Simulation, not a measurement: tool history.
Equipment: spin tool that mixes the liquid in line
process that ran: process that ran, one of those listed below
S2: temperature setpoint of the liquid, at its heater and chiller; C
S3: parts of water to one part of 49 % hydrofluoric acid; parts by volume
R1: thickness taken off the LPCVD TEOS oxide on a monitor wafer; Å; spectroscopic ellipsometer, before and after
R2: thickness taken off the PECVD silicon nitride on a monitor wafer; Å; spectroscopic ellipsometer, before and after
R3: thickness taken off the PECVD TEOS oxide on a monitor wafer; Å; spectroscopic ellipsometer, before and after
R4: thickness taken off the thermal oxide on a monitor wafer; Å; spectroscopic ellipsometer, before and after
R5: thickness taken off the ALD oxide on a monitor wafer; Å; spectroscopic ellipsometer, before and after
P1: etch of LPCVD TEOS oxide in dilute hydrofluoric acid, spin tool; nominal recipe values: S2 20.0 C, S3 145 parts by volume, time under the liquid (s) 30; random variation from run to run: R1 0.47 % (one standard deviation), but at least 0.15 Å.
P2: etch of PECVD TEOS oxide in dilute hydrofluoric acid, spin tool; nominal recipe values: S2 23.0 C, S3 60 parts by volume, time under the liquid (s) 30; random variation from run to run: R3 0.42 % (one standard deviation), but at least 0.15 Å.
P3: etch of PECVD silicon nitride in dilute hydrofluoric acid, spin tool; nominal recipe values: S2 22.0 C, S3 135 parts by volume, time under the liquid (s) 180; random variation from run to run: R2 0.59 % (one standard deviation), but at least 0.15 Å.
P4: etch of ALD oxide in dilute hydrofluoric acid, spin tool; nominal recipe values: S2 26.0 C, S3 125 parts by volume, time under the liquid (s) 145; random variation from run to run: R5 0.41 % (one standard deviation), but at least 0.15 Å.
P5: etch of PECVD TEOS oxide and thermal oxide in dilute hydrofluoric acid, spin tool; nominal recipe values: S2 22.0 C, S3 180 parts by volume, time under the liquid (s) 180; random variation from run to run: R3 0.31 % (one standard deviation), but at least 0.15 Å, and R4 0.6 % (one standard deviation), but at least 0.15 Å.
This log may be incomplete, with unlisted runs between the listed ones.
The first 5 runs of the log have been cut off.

{"run": 6, "hour": 64.2, "process that ran": "P5", "S2": 22.0, "S3": 180, "time under the liquid (s)": 180, "R3": 72.267, "R4": 40.253}
{"run": 7, "hour": 74.0, "process that ran": "P5", "S2": 22.0, "S3": 180, "time under the liquid (s)": 315, "R3": 126.11, "R4": 71.969}
{"run": 8, "hour": 85.1, "process that ran": "P4", "S2": 26.0, "S3": 125, "time under the liquid (s)": 25, "R5": 36.383}
{"run": 9, "hour": 95.3, "process that ran": "P1", "S2": 20.0, "S3": 205, "time under the liquid (s)": 60, "R1": 122.66}
{"run": 10, "hour": 104.0, "process that ran": "P4", "S2": 26.0, "S3": 125, "time under the liquid (s)": 145, "R5": 211.21}
{"run": 11, "hour": 115.6, "process that ran": "P1", "S2": 20.0, "S3": 145, "time under the liquid (s)": 30, "R1": 93.0}
{"run": 12, "hour": 128.6, "process that ran": "P2", "S2": 23.0, "S3": 60, "time under the liquid (s)": 30, "R3": 141.97}
{"run": 13, "hour": 141.7, "process that ran": "P3", "S2": 22.0, "S3": 135, "time under the liquid (s)": 180, "R2": 46.758}
{"run": 14, "hour": 155.0, "process that ran": "P3", "S2": 22.0, "S3": 40, "time under the liquid (s)": 180, "R2": 155.62}
{"run": 15, "hour": 166.4, "process that ran": "P4", "S2": 31.0, "S3": 125, "time under the liquid (s)": 145, "R5": 252.03}
{"run": 16, "hour": 176.3, "process that ran": "P3", "S2": 28.5, "S3": 135, "time under the liquid (s)": 180, "R2": 70.489}
{"run": 17, "hour": 188.2, "process that ran": "P2", "S2": 23.0, "S3": 35, "time under the liquid (s)": 30, "R3": 252.73}
{"run": 18, "hour": 194.6, "process that ran": "P1", "S2": 20.0, "S3": 145, "time under the liquid (s)": 15, "R1": 46.447}
{"run": 19, "hour": 207.2, "process that ran": "P5", "S2": 22.0, "S3": 280, "time under the liquid (s)": 180, "R3": 41.873, "R4": 23.936}
{"run": 20, "hour": 213.8, "process that ran": "P1", "S2": 20.0, "S3": 145, "time under the liquid (s)": 30, "R1": 92.65}
{"run": 21, "hour": 220.5, "process that ran": "P3", "S2": 22.0, "S3": 135, "time under the liquid (s)": 180, "R2": 46.982}
{"run": 22, "hour": 232.2, "process that ran": "P1", "S2": 20.0, "S3": 75, "time under the liquid (s)": 30, "R1": 193.18}
{"run": 23, "hour": 240.1, "process that ran": "P1", "S2": 17.0, "S3": 145, "time under the liquid (s)": 30, "R1": 81.933}
{"run": 24, "hour": 249.2, "process that ran": "P1", "S2": 20.0, "S3": 145, "time under the liquid (s)": 50, "R1": 154.02}
{"run": 25, "hour": 260.8, "process that ran": "P1", "S2": 20.0, "S3": 205, "time under the liquid (s)": 30, "R1": 62.096}
{"run": 26, "hour": 273.6, "process that ran": "P2", "S2": 23.0, "S3": 60, "time under the liquid (s)": 60, "R3": 285.2}
{"run": 27, "hour": 285.7, "process that ran": "P2", "S2": 28.0, "S3": 60, "time under the liquid (s)": 30, "R3": 173.41}

The next listed run, before its measurement:
{"run": 28, "hour": 296.9, "process that ran": "P1", "S2": 25.0, "S3": 145, "time under the liquid (s)": 30, "R1": "?"}

{"run 28": {"R1": 112.53}}
